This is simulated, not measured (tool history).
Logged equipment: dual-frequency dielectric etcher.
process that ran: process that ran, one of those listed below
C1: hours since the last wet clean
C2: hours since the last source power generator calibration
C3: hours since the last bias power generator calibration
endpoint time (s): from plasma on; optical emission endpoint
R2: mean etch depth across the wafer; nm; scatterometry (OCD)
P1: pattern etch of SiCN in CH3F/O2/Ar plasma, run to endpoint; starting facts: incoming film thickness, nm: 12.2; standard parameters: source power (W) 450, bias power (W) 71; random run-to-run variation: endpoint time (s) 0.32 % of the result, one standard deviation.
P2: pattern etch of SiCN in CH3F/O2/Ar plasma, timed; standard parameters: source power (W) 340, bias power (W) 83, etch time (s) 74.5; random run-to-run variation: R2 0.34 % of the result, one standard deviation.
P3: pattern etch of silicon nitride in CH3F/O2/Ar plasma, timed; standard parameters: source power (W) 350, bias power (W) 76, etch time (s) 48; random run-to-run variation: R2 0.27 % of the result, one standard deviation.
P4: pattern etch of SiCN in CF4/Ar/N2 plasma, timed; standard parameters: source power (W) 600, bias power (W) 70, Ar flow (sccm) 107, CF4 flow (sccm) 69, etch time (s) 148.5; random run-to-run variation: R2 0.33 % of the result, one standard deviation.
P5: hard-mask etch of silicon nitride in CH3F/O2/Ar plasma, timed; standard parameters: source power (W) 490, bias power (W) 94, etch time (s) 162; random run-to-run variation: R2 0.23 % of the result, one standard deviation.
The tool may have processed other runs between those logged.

Run 1, hour 6.4: process that ran P1, source power (W) 450, bias power (W) 71; C1 367.9; C2 1713.8; C3 618. Result: endpoint time (s) 31.93.
Run 2, hour 10.8: process that ran P3, source power (W) 350, bias power (W) 76, etch time (s) 27.5; C1 372.3; C2 1718.2; C3 622.4. Result: R2 19.159 nm.
Run 3, hour 14.8: process that ran P4, source power (W) 600, bias power (W) 70, etch time (s) 209.5, Ar flow (sccm) 107, CF4 flow (sccm) 69; C1 376.3; C2 1722.2; C3 626.4. Result: R2 226.24 nm.
Run 4, hour 18.6: process that ran P1, source power (W) 530, bias power (W) 71; C1 380.1; C2 1726; C3 630.2. Result: endpoint time (s) 30.123.
Run 5, hour 22.7: process that ran P2, source power (W) 340, bias power (W) 83, etch time (s) 74.5; C1 384.2; C2 1730.1; C3 634.3. Result: R2 27.533 nm.
Run 6, hour 27.6: process that ran P4, source power (W) 370, bias power (W) 70, etch time (s) 148.5, Ar flow (sccm) 107, CF4 flow (sccm) 69; C1 389.1; C2 1735; C3 639.2. Result: R2 104.74 nm.
Run 7, hour 34.7: process that ran P3, source power (W) 350, bias power (W) 76, etch time (s) 48; C1 396.2; C2 1742.1; C3 646.3. Result: R2 33.468 nm.
Run 8, hour 38.7: process that ran P4, source power (W) 600, bias power (W) 70, etch time (s) 148.5, Ar flow (sccm) 107, CF4 flow (sccm) 69; C1 400.2; C2 1746.1; C3 650.3. Result: R2 160.07 nm.
Run 9, hour 42.2: process that ran P5, source power (W) 290, bias power (W) 94, etch time (s) 162; C1 403.7; C2 1749.6; C3 653.8. Result: R2 114.44 nm.
Run 10, hour 47.3: process that ran P1, source power (W) 450, bias power (W) 101; C1 408.8; C2 1754.7; C3 658.9. Result: endpoint time (s) 28.135.
Run 11, hour 54.1: process that ran P2, source power (W) 450, bias power (W) 83, etch time (s) 74.5; C1 415.6; C2 1761.5; C3 665.7. Result: R2 30.495 nm.
Run 12, hour 59.3: process that ran P4, source power (W) 600, bias power (W) 52, etch time (s) 148.5, Ar flow (sccm) 107, CF4 flow (sccm) 69; C1 420.8; C2 1766.7; C3 670.9. Result: R2 145.42 nm.
Run 13, hour 65.5: process that ran P1, source power (W) 450, bias power (W) 71; C1 427; C2 1772.9; C3 677.1. Result: endpoint time (s) 31.959.
Run 14, hour 71.9: process that ran P1, source power (W) 450, bias power (W) 41; C1 433.4; C2 1779.3; C3 683.5. Result: endpoint time (s) 38.042.
Run 15, hour 78.6: process that ran P1, source power (W) 340, bias power (W) 71; C1 440.1; C2 1786; C3 690.2. Result: endpoint time (s) 35.552.
Run 16, hour 82.1: process that ran P5, source power (W) 490, bias power (W) 94, etch time (s) 162; C1 443.6; C2 1789.5; C3 693.7. Result: R2 138.82 nm.
Run 17, hour 85.9: process that ran P1, source power (W) 540, bias power (W) 43; C1 447.4; C2 1793.3; C3 697.5. Result: endpoint time (s) 35.147.
At hour 91.3: source power generator calibrated.
Run 18, hour 92.3: process that ran P1, source power (W) 450, bias power (W) 71; C1 453.8; C2 1; C3 703.9. Result: endpoint time (s) 31.873.
Run 19, hour 98: process that ran P4, source power (W) 600, bias power (W) 70, etch time (s) 148.5, Ar flow (sccm) 133, CF4 flow (sccm) 69; C1 459.5; C2 6.7; C3 709.6. Result: R2 155.36 nm.
Run 20, hour 103.2: process that ran P1, source power (W) 450, bias power (W) 71; C1 464.7; C2 11.9; C3 714.8. Result: endpoint time (s) 31.955.
Run 21, hour 109.5: process that ran P2, source power (W) 340, bias power (W) 83, etch time (s) 53.5; C1 471; C2 18.2; C3 721.1. Result: R2 19.748 nm.
Run 22, hour 115.9: process that ran P3, source power (W) 350, bias power (W) 76, etch time (s) 48; C1 477.4; C2 24.6; C3 727.5. Result: R2 33.555 nm.
Run 23, hour 122.5: process that ran P3, source power (W) 350, bias power (W) 49, etch time (s) 48; C1 484; C2 31.2; C3 734.1. Result: R2 28.946 nm.
Run 24, hour 128.2: process that ran P4, source power (W) 600, bias power (W) 70, etch time (s) 148.5, Ar flow (sccm) 107, CF4 flow (sccm) 88; C1 489.7; C2 36.9; C3 739.8. Result: R2 165.93 nm.
Run 25, hour 135.5: process that ran P2, source power (W) 340, bias power (W) 83, etch time (s) 74.5; C1 497; C2 44.2; C3 747.1. Result: R2 27.522 nm.
Run 26, hour 141.8: process that ran P5, source power (W) 490, bias power (W) 94, etch time (s) 98; C1 503.3; C2 50.5; C3 753.4. Result: R2 83.721 nm.
Run 27, hour 148.5: process that ran P5, source power (W) 490, bias power (W) 94, etch time (s) 162; C1 510; C2 57.2; C3 760.1. Result: R2 138.93 nm.
Run 28, hour 153.6: process that ran P2, source power (W) 340, bias power (W) 108, etch time (s) 74.5; C1 515.1; C2 62.3; C3 765.2. Result: R2 30.438 nm.
Run 29, hour 160.6: process that ran P5, source power (W) 490, bias power (W) 122, etch time (s) 162; C1 522.1; C2 69.3; C3 772.2. Result: R2 153.18 nm.
Run 30, hour 165.4: process that ran P3, source power (W) 460, bias power (W) 76, etch time (s) 48; C1 526.9; C2 74.1; C3 777. Result: R2 37.069 nm.
Run 31, hour 172.4: process that ran P1, source power (W) 450, bias power (W) 71; C1 533.9; C2 81.1; C3 784. Result: endpoint time (s) 32.164.
Run 32, hour 177.2: process that ran P1, source power (W) 450, bias power (W) 71; C1 538.7; C2 85.9; C3 788.8. Result: endpoint time (s) 32.301.
Run 33, hour 180.9: process that ran P1, source power (W) 450, bias power (W) 71; C1 542.4; C2 89.6; C3 792.5. Result: endpoint time (s) 32.379.
Run 34, hour 186.6: process that ran P1, source power (W) 450, bias power (W) 71; C1 548.1; C2 95.3; C3 798.2. Result: endpoint time (s) 32.486.
Run 35, hour 190.5: process that ran P1, source power (W) 450, bias power (W) 71; C1 552; C2 99.2; C3 802.1. Result: endpoint time (s) 32.464.
Run 36, hour 195.9: process that ran P1, source power (W) 450, bias power (W) 71; C1 557.4; C2 104.6; C3 807.5. Result: endpoint time (s) 32.481.
At hour 196.3: wet clean of the chamber.
Run 37, hour 203.1: process that ran P1, source power (W) 450, bias power (W) 71; C1 6.9; C2 111.8; C3 814.7. Result: endpoint time (s) 32.626.
Run 38, hour 207: process that ran P1, source power (W) 450, bias power (W) 71; C1 10.8; C2 115.7; C3 818.6. Result: endpoint time (s) 32.569.

Something has made what P1 gives creep away from where it was; the 2 causes below, each at its own stated size, fit the log equally well:
A: bias power that arrives under what is set, % = 4.54
B: source power that arrives under what is set, % = 4.19
At approximately hour 172.4, the process output began to creep.
All other causes, with the reason each is excluded:
chamber walls in a state that lowers the etch rate, %: serviced at hour 196.3, which brought nothing back

You are offered 4 check runs, listed below with question marks in place of their results; each one averages 2 wafers. Which run separates the listed causes by giving clearly different results for each?
Run check 1, hour 210.9: process that ran P3, source power (W) 410, bias power (W) 49, etch time (s) 48. Result: R2 ?.
Run check 2, hour 210.9: process that ran P2, source power (W) 420, bias power (W) 83, etch time (s) 53.5. Result: R2 ?.
Run check 3, hour 210.9: process that ran P4, source power (W) 600, bias power (W) 70, etch time (s) 187, Ar flow (sccm) 107, CF4 flow (sccm) 69. Result: R2 ?.
Run check 4, hour 210.9: process that ran P5, source power (W) 370, bias power (W) 94, etch time (s) 132.5. Result: R2 ?.

Expected result of each check under each candidate cause:
  check  result    if A    if B
check 1      R2  30.302  30.231
check 2      R2  21.065  21.082
check 3      R2  198.65  194.35
check 4      R2  100.51   100.6
Gap, in per cent, between the two causes that each check separates least, read from the result that separates them most: check 1 0.24 %; check 2 0.08 %; check 3 2.19 %; check 4 0.09 %
The other checks would show nearly matching results whichever cause is true, so check 3 is the only one that separates the causes.

Check 3 was then run and gave: R2 194.32 nm. Which cause is it?

It is B: source power that arrives under what is set, %.
